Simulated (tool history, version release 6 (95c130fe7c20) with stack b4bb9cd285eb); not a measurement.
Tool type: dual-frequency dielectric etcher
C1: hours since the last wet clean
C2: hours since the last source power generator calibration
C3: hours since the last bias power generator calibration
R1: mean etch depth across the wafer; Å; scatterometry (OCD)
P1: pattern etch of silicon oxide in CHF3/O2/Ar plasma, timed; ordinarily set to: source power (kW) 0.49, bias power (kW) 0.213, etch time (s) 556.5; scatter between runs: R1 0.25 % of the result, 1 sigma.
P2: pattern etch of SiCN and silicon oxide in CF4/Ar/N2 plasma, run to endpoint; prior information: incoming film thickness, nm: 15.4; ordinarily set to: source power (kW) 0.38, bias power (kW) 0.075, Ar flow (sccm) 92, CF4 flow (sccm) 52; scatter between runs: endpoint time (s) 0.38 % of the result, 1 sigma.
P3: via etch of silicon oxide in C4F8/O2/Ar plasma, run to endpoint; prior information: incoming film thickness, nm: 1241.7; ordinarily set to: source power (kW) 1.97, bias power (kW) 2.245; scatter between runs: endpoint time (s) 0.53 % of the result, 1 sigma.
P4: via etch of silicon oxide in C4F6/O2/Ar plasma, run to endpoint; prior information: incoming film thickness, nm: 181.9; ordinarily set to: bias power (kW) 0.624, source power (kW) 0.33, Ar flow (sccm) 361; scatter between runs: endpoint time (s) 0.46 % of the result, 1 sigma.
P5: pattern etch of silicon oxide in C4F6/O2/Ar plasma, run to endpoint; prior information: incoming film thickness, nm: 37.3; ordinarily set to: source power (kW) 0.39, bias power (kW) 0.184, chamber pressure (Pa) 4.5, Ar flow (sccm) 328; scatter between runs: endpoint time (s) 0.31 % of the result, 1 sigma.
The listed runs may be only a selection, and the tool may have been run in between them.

run 1 hour=12.1 | process_that_ran=P1 source_power_(kW)=0.49 bias_power_(kW)=0.213 etch_time_(s)=556.5 | C1=231.8 C2=1695.8 C3=872.1 | R1=10813
run 2 hour=26 | process_that_ran=P4 source_power_(kW)=0.33 bias_power_(kW)=0.859 Ar_flow_(sccm)=361 | C1=245.7 C2=1709.7 C3=886 | endpoint_time_(s)=34.411
run 3 hour=39.3 | process_that_ran=P2 source_power_(kW)=0.38 bias_power_(kW)=0.05 Ar_flow_(sccm)=92 CF4_flow_(sccm)=52 | C1=259 C2=1723 C3=899.3 | endpoint_time_(s)=23.818
run 4 hour=47.9 | process_that_ran=P1 source_power_(kW)=0.49 bias_power_(kW)=0.213 etch_time_(s)=556.5 | C1=267.6 C2=1731.6 C3=907.9 | R1=10836
run 5 hour=59.3 | process_that_ran=P3 source_power_(kW)=1.22 bias_power_(kW)=2.245 | C1=279 C2=1743 C3=919.3 | endpoint_time_(s)=279.94
run 6 hour=67.2 | process_that_ran=P1 source_power_(kW)=0.61 bias_power_(kW)=0.213 etch_time_(s)=556.5 | C1=286.9 C2=1750.9 C3=927.2 | R1=11768
run 7 hour=81.2 | process_that_ran=P3 source_power_(kW)=1.97 bias_power_(kW)=2.245 | C1=300.9 C2=1764.9 C3=941.2 | endpoint_time_(s)=234.54
run 8 hour=90.8 | process_that_ran=P3 source_power_(kW)=1.97 bias_power_(kW)=1.664 | C1=310.5 C2=1774.5 C3=950.8 | endpoint_time_(s)=253.29
run 9 hour=103.9 | process_that_ran=P1 source_power_(kW)=0.49 bias_power_(kW)=0.213 etch_time_(s)=556.5 | C1=323.6 C2=1787.6 C3=963.9 | R1=10789
run 10 hour=110.7 | process_that_ran=P1 source_power_(kW)=0.34 bias_power_(kW)=0.168 etch_time_(s)=556.5 | C1=330.4 C2=1794.4 C3=970.7 | R1=8679.3
run 11 hour=121.6 | process_that_ran=P2 source_power_(kW)=0.38 bias_power_(kW)=0.075 Ar_flow_(sccm)=92 CF4_flow_(sccm)=52 | C1=341.3 C2=1805.3 C3=981.6 | endpoint_time_(s)=20.64
run 12 hour=136.1 | process_that_ran=P2 source_power_(kW)=0.38 bias_power_(kW)=0.075 Ar_flow_(sccm)=130 CF4_flow_(sccm)=52 | C1=355.8 C2=1819.8 C3=996.1 | endpoint_time_(s)=21.878
run 13 hour=142.8 | process_that_ran=P1 source_power_(kW)=0.49 bias_power_(kW)=0.146 etch_time_(s)=335.5 | C1=362.5 C2=1826.5 C3=1002.8 | R1=5738.1
run 14 hour=152.8 | process_that_ran=P1 source_power_(kW)=0.49 bias_power_(kW)=0.213 etch_time_(s)=724 | C1=372.5 C2=1836.5 C3=1012.8 | R1=14040
run 15 hour=159.5 | process_that_ran=P1 source_power_(kW)=0.49 bias_power_(kW)=0.213 etch_time_(s)=556.5 | C1=379.2 C2=1843.2 C3=1019.5 | R1=10847
run 16 hour=166.4 | process_that_ran=P5 source_power_(kW)=0.39 bias_power_(kW)=0.184 Ar_flow_(sccm)=328 chamber_pressure_(Pa)=4.5 | C1=386.1 C2=1850.1 C3=1026.4 | endpoint_time_(s)=12.642
run 17 hour=177.7 | process_that_ran=P4 source_power_(kW)=0.33 bias_power_(kW)=0.624 Ar_flow_(sccm)=361 | C1=397.4 C2=1861.4 C3=1037.7 | endpoint_time_(s)=39.207
run 18 hour=188 | process_that_ran=P2 source_power_(kW)=0.38 bias_power_(kW)=0.075 Ar_flow_(sccm)=92 CF4_flow_(sccm)=36 | C1=407.7 C2=1871.7 C3=1048 | endpoint_time_(s)=21.862
run 19 hour=198.6 | process_that_ran=P5 source_power_(kW)=0.39 bias_power_(kW)=0.232 Ar_flow_(sccm)=328 chamber_pressure_(Pa)=4.5 | C1=418.3 C2=1882.3 C3=1058.6 | endpoint_time_(s)=11.702
run 20 hour=209.7 | process_that_ran=P3 source_power_(kW)=1.97 bias_power_(kW)=2.245 | C1=429.4 C2=1893.4 C3=1069.7 | endpoint_time_(s)=230.27
run 21 hour=217.2 | process_that_ran=P4 source_power_(kW)=0.33 bias_power_(kW)=0.624 Ar_flow_(sccm)=275 | C1=436.9 C2=1900.9 C3=1077.2 | endpoint_time_(s)=38.074
run 22 hour=225.9 | process_that_ran=P2 source_power_(kW)=0.25 bias_power_(kW)=0.075 Ar_flow_(sccm)=92 CF4_flow_(sccm)=52 | C1=445.6 C2=1909.6 C3=1085.9 | endpoint_time_(s)=29.9
run 23 hour=238.1 | process_that_ran=P1 source_power_(kW)=0.49 bias_power_(kW)=0.213 etch_time_(s)=556.5 | C1=457.8 C2=1921.8 C3=1098.1 | R1=10807
run 24 hour=251.3 | process_that_ran=P4 source_power_(kW)=0.43 bias_power_(kW)=0.624 Ar_flow_(sccm)=361 | C1=471 C2=1935 C3=1111.3 | endpoint_time_(s)=35.469
run 25 hour=259.5 | process_that_ran=P1 source_power_(kW)=0.49 bias_power_(kW)=0.213 etch_time_(s)=556.5 | C1=479.2 C2=1943.2 C3=1119.5 | R1=10771
run 26 hour=270.7 | process_that_ran=P1 source_power_(kW)=0.49 bias_power_(kW)=0.213 etch_time_(s)=306 | C1=490.4 C2=1954.4 C3=1130.7 | R1=5961.9
run 27 hour=281.2 | process_that_ran=P5 source_power_(kW)=0.25 bias_power_(kW)=0.184 Ar_flow_(sccm)=328 chamber_pressure_(Pa)=4.5 | C1=500.9 C2=1964.9 C3=1141.2 | endpoint_time_(s)=14.895
run 28 hour=289 | process_that_ran=P1 source_power_(kW)=0.49 bias_power_(kW)=0.256 etch_time_(s)=556.5 | C1=508.7 C2=1972.7 C3=1149 | R1=11597
run 29 hour=303.5 | process_that_ran=P1 source_power_(kW)=0.66 bias_power_(kW)=0.153 etch_time_(s)=556.5 | C1=523.2 C2=1987.2 C3=1163.5 | R1=10849
run 30 hour=314 | process_that_ran=P1 source_power_(kW)=0.49 bias_power_(kW)=0.135 etch_time_(s)=556.5 | C1=533.7 C2=1997.7 C3=1174 | R1=9281.6
run 31 hour=320.8 | process_that_ran=P4 source_power_(kW)=0.33 bias_power_(kW)=0.624 Ar_flow_(sccm)=361 | C1=540.5 C2=2004.5 C3=1180.8 | endpoint_time_(s)=39.235
run 32 hour=327.4 | process_that_ran=P5 source_power_(kW)=0.39 bias_power_(kW)=0.184 Ar_flow_(sccm)=267 chamber_pressure_(Pa)=4.5 | C1=547.1 C2=2011.1 C3=1187.4 | endpoint_time_(s)=12.286
run 33 hour=339.9 | process_that_ran=P1 source_power_(kW)=0.34 bias_power_(kW)=0.213 etch_time_(s)=556.5 | C1=559.6 C2=2023.6 C3=1199.9 | R1=9428.8
run 34 hour=348.1 | process_that_ran=P5 source_power_(kW)=0.39 bias_power_(kW)=0.184 Ar_flow_(sccm)=328 chamber_pressure_(Pa)=5.6 | C1=567.8 C2=2031.8 C3=1208.1 | endpoint_time_(s)=12.878
run 35 hour=356.5 | process_that_ran=P1 source_power_(kW)=0.49 bias_power_(kW)=0.213 etch_time_(s)=556.5 | C1=576.2 C2=2040.2 C3=1216.5 | R1=10839
run 36 hour=367.9 | process_that_ran=P1 source_power_(kW)=0.49 bias_power_(kW)=0.213 etch_time_(s)=556.5 | C1=587.6 C2=2051.6 C3=1227.9 | R1=10862
run 37 hour=379.8 | process_that_ran=P1 source_power_(kW)=0.49 bias_power_(kW)=0.213 etch_time_(s)=556.5 | C1=599.5 C2=2063.5 C3=1239.8 | R1=10900
run 38 hour=387.1 | process_that_ran=P1 source_power_(kW)=0.49 bias_power_(kW)=0.213 etch_time_(s)=556.5 | C1=606.8 C2=2070.8 C3=1247.1 | R1=10884
run 39 hour=394.8 | process_that_ran=P1 source_power_(kW)=0.49 bias_power_(kW)=0.213 etch_time_(s)=556.5 | C1=614.5 C2=2078.5 C3=1254.8 | R1=10877
run 40 hour=408 | process_that_ran=P1 source_power_(kW)=0.49 bias_power_(kW)=0.213 etch_time_(s)=556.5 | C1=627.7 C2=2091.7 C3=1268 | R1=10965
run 41 hour=420.4 | process_that_ran=P1 source_power_(kW)=0.49 bias_power_(kW)=0.213 etch_time_(s)=556.5 | C1=640.1 C2=2104.1 C3=1280.4 | R1=10934
-- hour=423.8 wet clean of the chamber
run 42 hour=433.5 | process_that_ran=P1 source_power_(kW)=0.49 bias_power_(kW)=0.213 etch_time_(s)=556.5 | C1=9.7 C2=2117.2 C3=1293.5 | R1=10959
run 43 hour=446.3 | process_that_ran=P1 source_power_(kW)=0.49 bias_power_(kW)=0.213 etch_time_(s)=556.5 | C1=22.5 C2=2130 C3=1306.3 | R1=10948
run 44 hour=456.9 | process_that_ran=P1 source_power_(kW)=0.49 bias_power_(kW)=0.213 etch_time_(s)=556.5 | C1=33.1 C2=2140.6 C3=1316.9 | R1=10963
run 45 hour=468.8 | process_that_ran=P1 source_power_(kW)=0.49 bias_power_(kW)=0.213 etch_time_(s)=556.5 | C1=45 C2=2152.5 C3=1328.8 | R1=11009
run 46 hour=483 | process_that_ran=P1 source_power_(kW)=0.49 bias_power_(kW)=0.213 etch_time_(s)=556.5 | C1=59.2 C2=2166.7 C3=1343 | R1=10955

P1 has crept away from where it was. The log is fitted equally well by each of these 2 causes, at the sizes shown:
A: bias power that arrives over what is set, % = 4.78
B: source power that arrives over what is set, % = 4.47
The process output started creeping at around hour 356.5.
Ruled out, with reasons:
chamber walls in a state that raises the etch rate, %: its service at hour 423.8 followed the start of the drift and did not put the process back to its old value

The 4 check runs listed below each average the results of 2 wafers, and their outcomes are marked with question marks. Under which run would the listed causes produce clearly different results?
run check 1 hour=497.2 | process_that_ran=P2 source_power_(kW)=0.38 bias_power_(kW)=0.075 Ar_flow_(sccm)=92 CF4_flow_(sccm)=52 | endpoint_time_(s)=?
run check 2 hour=497.2 | process_that_ran=P4 source_power_(kW)=0.33 bias_power_(kW)=0.624 Ar_flow_(sccm)=361 | endpoint_time_(s)=?
run check 3 hour=497.2 | process_that_ran=P3 source_power_(kW)=1.97 bias_power_(kW)=2.245 | endpoint_time_(s)=?
run check 4 hour=497.2 | process_that_ran=P5 source_power_(kW)=0.39 bias_power_(kW)=0.184 Ar_flow_(sccm)=328 chamber_pressure_(Pa)=4.5 | endpoint_time_(s)=?

If the cause were each of the candidates in turn, the checks would give the following:
check=check_1 result=endpoint_time_(s) if_A=20.405 if_B=19.968
check=check_2 result=endpoint_time_(s) if_A=38.455 if_B=38.542
check=check_3 result=endpoint_time_(s) if_A=229.77 if_B=228.95
check=check_4 result=endpoint_time_(s) if_A=12.371 if_B=12.346
Per check, the gap between the least separated pair of causes, taken in the result that splits them most: check 1 2.16 %; check 2 0.23 %; check 3 0.36 %; check 4 0.21 %
Only in check 1 would the causes give clearly different results; in the remaining checks their results would be nearly the same.

After running check 1, the following was obtained: endpoint time (s) 20.393. Which cause does this point to?

It is A: bias power that arrives over what is set, %.
